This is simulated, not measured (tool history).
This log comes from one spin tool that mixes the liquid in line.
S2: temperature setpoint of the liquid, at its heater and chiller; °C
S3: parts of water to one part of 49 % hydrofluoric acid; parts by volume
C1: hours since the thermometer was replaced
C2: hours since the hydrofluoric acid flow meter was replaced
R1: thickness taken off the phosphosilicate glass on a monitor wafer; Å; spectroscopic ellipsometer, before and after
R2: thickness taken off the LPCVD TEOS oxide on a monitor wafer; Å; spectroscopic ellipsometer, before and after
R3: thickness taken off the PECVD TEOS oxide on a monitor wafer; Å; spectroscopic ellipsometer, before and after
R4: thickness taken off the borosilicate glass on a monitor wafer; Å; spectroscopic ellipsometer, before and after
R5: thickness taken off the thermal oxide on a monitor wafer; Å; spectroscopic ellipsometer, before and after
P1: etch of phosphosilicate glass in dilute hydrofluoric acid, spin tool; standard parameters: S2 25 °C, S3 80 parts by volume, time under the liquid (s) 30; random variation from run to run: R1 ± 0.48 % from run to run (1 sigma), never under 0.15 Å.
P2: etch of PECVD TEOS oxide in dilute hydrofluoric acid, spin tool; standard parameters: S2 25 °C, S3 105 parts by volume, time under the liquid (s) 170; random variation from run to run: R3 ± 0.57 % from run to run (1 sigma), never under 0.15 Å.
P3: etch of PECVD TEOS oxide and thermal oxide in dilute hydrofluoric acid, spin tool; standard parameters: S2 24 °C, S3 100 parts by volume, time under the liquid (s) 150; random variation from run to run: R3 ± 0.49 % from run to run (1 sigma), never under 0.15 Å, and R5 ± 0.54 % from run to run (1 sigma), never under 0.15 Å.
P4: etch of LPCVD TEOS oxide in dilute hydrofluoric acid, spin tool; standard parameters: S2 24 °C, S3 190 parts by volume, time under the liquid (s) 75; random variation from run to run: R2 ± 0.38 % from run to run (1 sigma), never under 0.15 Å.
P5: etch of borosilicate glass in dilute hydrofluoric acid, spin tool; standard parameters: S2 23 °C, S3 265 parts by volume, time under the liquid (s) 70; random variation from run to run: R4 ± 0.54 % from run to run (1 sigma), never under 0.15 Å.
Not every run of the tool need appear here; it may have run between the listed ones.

{"run": 1, "hour": 5.0, "process that ran": "P1", "S2": 25, "S3": 80, "time under the liquid (s)": 30, "C1": 300, "C2": 982, "R1": 472.09}
{"run": 2, "hour": 11.2, "process that ran": "P4", "S2": 17, "S3": 190, "time under the liquid (s)": 75, "C1": 306.2, "C2": 988.2, "R2": 140.74}
{"run": 3, "hour": 17.5, "process that ran": "P1", "S2": 25, "S3": 80, "time under the liquid (s)": 30, "C1": 312.5, "C2": 994.5, "R1": 472.24}
{"run": 4, "hour": 26.7, "process that ran": "P2", "S2": 30, "S3": 105, "time under the liquid (s)": 170, "C1": 321.7, "C2": 1003.7, "R3": 172.43}
{"run": 5, "hour": 35.7, "process that ran": "P1", "S2": 25, "S3": 130, "time under the liquid (s)": 30, "C1": 330.7, "C2": 1012.7, "R1": 272.96}
{"run": 6, "hour": 41.2, "process that ran": "P5", "S2": 23, "S3": 265, "time under the liquid (s)": 135, "C1": 336.2, "C2": 1018.2, "R4": 84.886}
{"run": 7, "hour": 47.9, "process that ran": "P5", "S2": 29, "S3": 265, "time under the liquid (s)": 70, "C1": 342.9, "C2": 1024.9, "R4": 54.261}
{"run": 8, "hour": 54.9, "process that ran": "P3", "S2": 24, "S3": 100, "time under the liquid (s)": 40, "C1": 349.9, "C2": 1031.9, "R3": 54.685, "R5": 20.524}
{"run": 9, "hour": 61.6, "process that ran": "P3", "S2": 24, "S3": 100, "time under the liquid (s)": 150, "C1": 356.6, "C2": 1038.6, "R3": 204.36, "R5": 75.133}
{"run": 10, "hour": 68.2, "process that ran": "P1", "S2": 30, "S3": 80, "time under the liquid (s)": 30, "C1": 363.2, "C2": 1045.2, "R1": 571.46}
{"run": 11, "hour": 72.8, "process that ran": "P2", "S2": 25, "S3": 105, "time under the liquid (s)": 170, "C1": 367.8, "C2": 1049.8, "R3": 141.43}
{"run": 12, "hour": 82.4, "process that ran": "P3", "S2": 24, "S3": 35, "time under the liquid (s)": 150, "C1": 377.4, "C2": 1059.4, "R3": 638.23, "R5": 235.02}
{"run": 13, "hour": 90.4, "process that ran": "P1", "S2": 25, "S3": 45, "time under the liquid (s)": 50, "C1": 385.4, "C2": 1067.4, "R1": 1472.9}
{"run": 14, "hour": 100.6, "process that ran": "P4", "S2": 24, "S3": 190, "time under the liquid (s)": 75, "C1": 395.6, "C2": 1077.6, "R2": 184.83}
{"run": 15, "hour": 110.5, "process that ran": "P4", "S2": 24, "S3": 60, "time under the liquid (s)": 75, "C1": 405.5, "C2": 1087.5, "R2": 683.76}
{"run": 16, "hour": 120.9, "process that ran": "P5", "S2": 23, "S3": 265, "time under the liquid (s)": 70, "C1": 415.9, "C2": 1097.9, "R4": 43.554}
{"run": 17, "hour": 127.4, "process that ran": "P5", "S2": 23, "S3": 265, "time under the liquid (s)": 70, "C1": 422.4, "C2": 1104.4, "R4": 43.625}
{"run": 18, "hour": 136.3, "process that ran": "P3", "S2": 32, "S3": 100, "time under the liquid (s)": 150, "C1": 431.3, "C2": 1113.3, "R3": 279.14, "R5": 103.05}
{"run": 19, "hour": 145.7, "process that ran": "P2", "S2": 25, "S3": 30, "time under the liquid (s)": 170, "C1": 440.7, "C2": 1122.7, "R3": 554.24}
{"run": 20, "hour": 152.6, "process that ran": "P1", "S2": 25, "S3": 80, "time under the liquid (s)": 30, "C1": 447.6, "C2": 1129.6, "R1": 476.94}
{"run": 21, "hour": 162.5, "process that ran": "P2", "S2": 25, "S3": 105, "time under the liquid (s)": 295, "C1": 457.5, "C2": 1139.5, "R3": 246.17}
{"run": 22, "hour": 171.9, "process that ran": "P4", "S2": 24, "S3": 190, "time under the liquid (s)": 75, "C1": 466.9, "C2": 1148.9, "R2": 183.89}
{"run": 23, "hour": 180.3, "process that ran": "P1", "S2": 25, "S3": 80, "time under the liquid (s)": 15, "C1": 475.3, "C2": 1157.3, "R1": 237.02}

Run 24, settings as shown, results not yet in. Your forecast:
{"run": 24, "hour": 190.4, "process that ran": "P1", "S2": 25, "S3": 80, "time under the liquid (s)": 30, "C1": 485.4, "C2": 1167.4, "R1": "?"}

Run 24 produced R1 476.08 Å.
